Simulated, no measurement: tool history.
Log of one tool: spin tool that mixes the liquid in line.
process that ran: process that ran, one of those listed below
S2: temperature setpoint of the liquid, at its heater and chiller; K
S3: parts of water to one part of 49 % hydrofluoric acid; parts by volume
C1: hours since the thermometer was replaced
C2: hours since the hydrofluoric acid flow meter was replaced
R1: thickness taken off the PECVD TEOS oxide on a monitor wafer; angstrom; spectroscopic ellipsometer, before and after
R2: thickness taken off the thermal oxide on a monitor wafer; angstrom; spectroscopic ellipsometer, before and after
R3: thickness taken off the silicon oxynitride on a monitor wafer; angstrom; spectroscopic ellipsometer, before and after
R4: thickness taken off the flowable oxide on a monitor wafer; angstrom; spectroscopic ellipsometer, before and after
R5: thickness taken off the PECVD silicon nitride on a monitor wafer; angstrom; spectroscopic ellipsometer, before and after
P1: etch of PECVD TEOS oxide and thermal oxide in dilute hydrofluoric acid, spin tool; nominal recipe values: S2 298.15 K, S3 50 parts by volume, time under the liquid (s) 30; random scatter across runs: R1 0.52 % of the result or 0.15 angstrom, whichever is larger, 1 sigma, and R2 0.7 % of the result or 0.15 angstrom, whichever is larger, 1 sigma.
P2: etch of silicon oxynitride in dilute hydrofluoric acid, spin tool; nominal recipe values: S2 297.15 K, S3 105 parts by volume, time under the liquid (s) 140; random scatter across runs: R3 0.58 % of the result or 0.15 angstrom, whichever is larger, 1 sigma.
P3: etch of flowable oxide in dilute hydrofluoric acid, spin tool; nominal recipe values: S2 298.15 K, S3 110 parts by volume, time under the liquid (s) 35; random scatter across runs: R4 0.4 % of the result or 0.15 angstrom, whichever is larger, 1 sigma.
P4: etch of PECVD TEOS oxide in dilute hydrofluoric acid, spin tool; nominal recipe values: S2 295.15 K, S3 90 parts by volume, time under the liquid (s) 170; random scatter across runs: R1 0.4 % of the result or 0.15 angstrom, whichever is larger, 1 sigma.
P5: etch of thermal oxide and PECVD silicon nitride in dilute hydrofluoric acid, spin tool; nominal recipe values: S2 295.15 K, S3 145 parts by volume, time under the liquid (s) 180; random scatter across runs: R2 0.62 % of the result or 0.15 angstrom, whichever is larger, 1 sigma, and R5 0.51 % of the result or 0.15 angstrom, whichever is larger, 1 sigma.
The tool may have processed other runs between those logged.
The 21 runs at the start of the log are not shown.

{"run": 22, "day": 7.546, "process that ran": "P1", "S2": 298.15, "S3": 20, "time under the liquid (s)": 30, "C1": 696.4, "C2": 935.5, "R1": 487.14, "R2": 82.94}
{"run": 23, "day": 8.058, "process that ran": "P4", "S2": 295.15, "S3": 90, "time under the liquid (s)": 170, "C1": 708.7, "C2": 947.8, "R1": 516.55}
{"run": 24, "day": 8.45, "process that ran": "P3", "S2": 298.15, "S3": 180, "time under the liquid (s)": 35, "C1": 718.1, "C2": 957.2, "R4": 45.385}
{"run": 25, "day": 8.854, "process that ran": "P4", "S2": 295.15, "S3": 155, "time under the liquid (s)": 170, "C1": 727.8, "C2": 966.9, "R1": 277.25}
{"run": 26, "day": 9.267, "process that ran": "P1", "S2": 293.15, "S3": 50, "time under the liquid (s)": 30, "C1": 737.7, "C2": 976.8, "R1": 150.95, "R2": 25.661}
{"run": 27, "day": 9.7, "process that ran": "P2", "S2": 297.15, "S3": 105, "time under the liquid (s)": 140, "C1": 748.1, "C2": 987.2, "R3": 63.919}
{"run": 28, "day": 9.933, "process that ran": "P1", "S2": 298.15, "S3": 50, "time under the liquid (s)": 30, "C1": 753.7, "C2": 992.8, "R1": 187.55, "R2": 32.368}
{"run": 29, "day": 10.396, "process that ran": "P1", "S2": 298.15, "S3": 50, "time under the liquid (s)": 15, "C1": 764.8, "C2": 1003.9, "R1": 93.265, "R2": 16.043}
{"run": 30, "day": 10.654, "process that ran": "P4", "S2": 295.15, "S3": 90, "time under the liquid (s)": 295, "C1": 771, "C2": 1010.1, "R1": 890.56}
{"run": 31, "day": 10.979, "process that ran": "P1", "S2": 298.15, "S3": 50, "time under the liquid (s)": 30, "C1": 778.8, "C2": 1017.9, "R1": 187.24, "R2": 32.046}
{"run": 32, "day": 11.438, "process that ran": "P1", "S2": 298.15, "S3": 50, "time under the liquid (s)": 30, "C1": 789.8, "C2": 1028.9, "R1": 178.3, "R2": 31.035}
{"run": 33, "day": 11.746, "process that ran": "P1", "S2": 298.15, "S3": 50, "time under the liquid (s)": 30, "C1": 797.2, "C2": 1036.3, "R1": 176.08, "R2": 30.03}
{"run": 34, "day": 12.154, "process that ran": "P1", "S2": 298.15, "S3": 50, "time under the liquid (s)": 30, "C1": 807, "C2": 1046.1, "R1": 172.04, "R2": 29.458}
{"run": 35, "day": 12.633, "process that ran": "P1", "S2": 298.15, "S3": 50, "time under the liquid (s)": 30, "C1": 818.5, "C2": 1057.6, "R1": 171.24, "R2": 29.697}
{"run": 36, "day": 12.967, "process that ran": "P1", "S2": 298.15, "S3": 50, "time under the liquid (s)": 30, "C1": 826.5, "C2": 1065.6, "R1": 169.55, "R2": 29.192}

Forecast run 37:
{"run": 37, "day": 13.438, "process that ran": "P1", "S2": 298.15, "S3": 50, "time under the liquid (s)": 30, "C1": 837.8, "C2": 1076.9, "R1": "?", "R2": "?"}

For run 37 the tool returned R1 168.48 angstrom, R2 29.016 angstrom.

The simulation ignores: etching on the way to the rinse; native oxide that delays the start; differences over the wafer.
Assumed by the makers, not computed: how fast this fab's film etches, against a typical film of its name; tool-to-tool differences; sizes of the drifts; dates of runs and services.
